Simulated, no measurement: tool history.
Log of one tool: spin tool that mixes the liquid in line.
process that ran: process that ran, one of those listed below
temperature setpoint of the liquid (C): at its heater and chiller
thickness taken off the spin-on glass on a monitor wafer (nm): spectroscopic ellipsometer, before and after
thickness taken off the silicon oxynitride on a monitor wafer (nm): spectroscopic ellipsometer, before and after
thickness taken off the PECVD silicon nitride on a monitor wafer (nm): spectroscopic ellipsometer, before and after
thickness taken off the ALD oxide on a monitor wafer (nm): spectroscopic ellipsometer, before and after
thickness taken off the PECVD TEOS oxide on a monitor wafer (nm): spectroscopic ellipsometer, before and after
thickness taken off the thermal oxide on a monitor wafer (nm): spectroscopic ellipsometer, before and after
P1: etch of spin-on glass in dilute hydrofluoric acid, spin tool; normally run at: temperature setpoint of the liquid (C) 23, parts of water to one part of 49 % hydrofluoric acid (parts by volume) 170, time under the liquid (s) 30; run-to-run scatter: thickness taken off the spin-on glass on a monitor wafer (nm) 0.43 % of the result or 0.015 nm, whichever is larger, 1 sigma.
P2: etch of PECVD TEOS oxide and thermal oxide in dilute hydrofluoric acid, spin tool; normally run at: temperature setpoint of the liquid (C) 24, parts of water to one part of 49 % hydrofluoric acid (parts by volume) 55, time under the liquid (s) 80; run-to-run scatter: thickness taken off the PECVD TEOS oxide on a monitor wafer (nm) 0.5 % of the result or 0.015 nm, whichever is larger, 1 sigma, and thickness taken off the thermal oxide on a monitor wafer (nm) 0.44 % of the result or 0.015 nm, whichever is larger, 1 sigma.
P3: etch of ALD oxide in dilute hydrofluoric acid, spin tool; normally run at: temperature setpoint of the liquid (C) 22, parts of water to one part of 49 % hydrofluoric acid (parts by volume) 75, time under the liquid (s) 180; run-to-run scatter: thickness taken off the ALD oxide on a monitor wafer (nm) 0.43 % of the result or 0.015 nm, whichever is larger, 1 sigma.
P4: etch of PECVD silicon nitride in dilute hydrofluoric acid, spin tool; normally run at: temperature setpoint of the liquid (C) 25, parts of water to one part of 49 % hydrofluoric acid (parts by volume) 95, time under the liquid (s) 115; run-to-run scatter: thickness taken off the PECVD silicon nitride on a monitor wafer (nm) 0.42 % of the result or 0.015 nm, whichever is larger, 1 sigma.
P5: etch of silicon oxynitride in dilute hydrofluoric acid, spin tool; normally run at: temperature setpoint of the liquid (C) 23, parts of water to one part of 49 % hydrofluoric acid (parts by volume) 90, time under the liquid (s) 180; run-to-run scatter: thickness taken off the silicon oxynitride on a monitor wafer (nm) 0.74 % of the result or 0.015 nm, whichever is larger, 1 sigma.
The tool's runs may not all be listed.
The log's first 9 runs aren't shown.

run,hour,process that ran,temperature setpoint of the liquid (C),parts of water to one part of 49 % hydrofluoric acid (parts by volume),time under the liquid (s),thickness taken off the spin-on glass on a monitor wafer (nm),thickness taken off the silicon oxynitride on a monitor wafer (nm),thickness taken off the PECVD silicon nitride on a monitor wafer (nm),thickness taken off the ALD oxide on a monitor wafer (nm),thickness taken off the PECVD TEOS oxide on a monitor wafer (nm),thickness taken off the thermal oxide on a monitor wafer (nm)
10,102.9,P1,27.5,170,30,11.088,,,,,
11,109.1,P1,23,170,30,9.4948,,,,,
12,117.1,P4,25,95,115,,,5.7203,,,
13,127.8,P3,22,140,180,,,,11.088,,
14,135.4,P1,23,170,55,17.166,,,,,
15,142.4,P5,17,90,180,,2.0887,,,,
16,148.7,P1,23,170,15,4.7352,,,,,
17,160.5,P5,23,165,180,,1.4569,,,,
18,172.1,P1,23,170,30,9.3617,,,,,
19,178.3,P5,23,90,310,,4.8883,,,,
20,190.4,P3,30,75,180,,,,30.449,,
21,199.9,P1,19,170,30,8.0505,,,,,
22,208.3,P4,25,160,115,,,3.4152,,,
23,214.8,P2,28,55,80,,,,,18.643,8.6392
24,220.8,P1,18.5,230,30,5.502,,,,,
25,227.7,P2,24,55,160,,,,,31.57,14.636
26,237.5,P3,22,75,180,,,,22.339,,
27,249.5,P1,23,315,30,4.3445,,,,,

Run 28 comes next. What will it give?
# hour 255: thermometer replaced
28,256.1,P1,23,80,30,?,,,,,

Run 28 gave thickness taken off the spin-on glass on a monitor wafer (nm) 22.083.

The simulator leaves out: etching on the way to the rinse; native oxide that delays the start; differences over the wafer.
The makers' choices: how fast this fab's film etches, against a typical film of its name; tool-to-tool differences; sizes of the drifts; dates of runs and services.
